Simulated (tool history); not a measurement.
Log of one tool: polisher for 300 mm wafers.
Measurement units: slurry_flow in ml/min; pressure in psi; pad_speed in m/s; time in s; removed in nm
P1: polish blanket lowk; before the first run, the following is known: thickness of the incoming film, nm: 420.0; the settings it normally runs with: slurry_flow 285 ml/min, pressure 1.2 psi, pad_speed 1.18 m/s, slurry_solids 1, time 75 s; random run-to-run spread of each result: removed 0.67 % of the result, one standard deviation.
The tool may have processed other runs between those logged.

run,hour,slurry_flow,pressure,pad_speed,slurry_solids,time,wafers polished on this pad,hours since the slurry nozzle was cleaned,hours since the head pressure was calibrated,hours since the slurry blender was calibrated,hours since the conditioning disc was replaced,removed
1,5.3,285,1.2,1.18,1,75,434,143.7,146.7,217.5,79.5,23.918
2,10.7,285,1.2,1.18,1,75,479,149.1,152.1,222.9,84.9,23.899
3,15.5,285,1.2,0.68,1,75,518,153.9,156.9,227.7,89.7,15.381
# hour 19.5: worn pad replaced by a new one
4,20.9,285,1.2,1.18,1,75,12,159.3,162.3,233.1,95.1,23.79
5,26.1,360,1.2,1.18,1,75,54,164.5,167.5,238.3,100.3,24.125
6,31.9,170,1.2,1.18,1,75,102,170.3,173.3,244.1,106.1,22.236
7,37.9,285,1.2,1.88,1,75,151,176.3,179.3,250.1,112.1,34.552
8,41.4,285,1.2,0.62,1,37,179,179.8,182.8,253.6,115.6,7.1072
9,44.4,285,1.2,1.18,1,40,204,182.8,185.8,256.6,118.6,12.595
10,49.6,285,1.2,1.18,1,75,246,188,191,261.8,123.8,23.967
11,55.8,285,1.2,1.18,1,75,297,194.2,197.2,268,130,23.615
12,60.8,285,0.6,1.18,1,75,338,199.2,202.2,273,135,11.93
13,64.8,285,1.7,1.18,1,75,370,203.2,206.2,277,139,33.78
14,68.1,285,1.2,1.18,1,111,397,206.5,209.5,280.3,142.3,34.865
15,71.4,285,1.2,1.18,0.55,75,424,209.8,212.8,283.6,145.6,17.23
16,74.4,285,1.2,1.18,1.3,75,449,212.8,215.8,286.6,148.6,26.191
17,78.9,285,1.2,1.18,1,75,486,217.3,220.3,291.1,153.1,23.446

Estimate the outcome of run 18 from the log above:
18,84.1,285,1.2,1.18,1,75,528,222.5,225.5,296.3,158.3,?

Run 18 produced removed 22.93 nm.
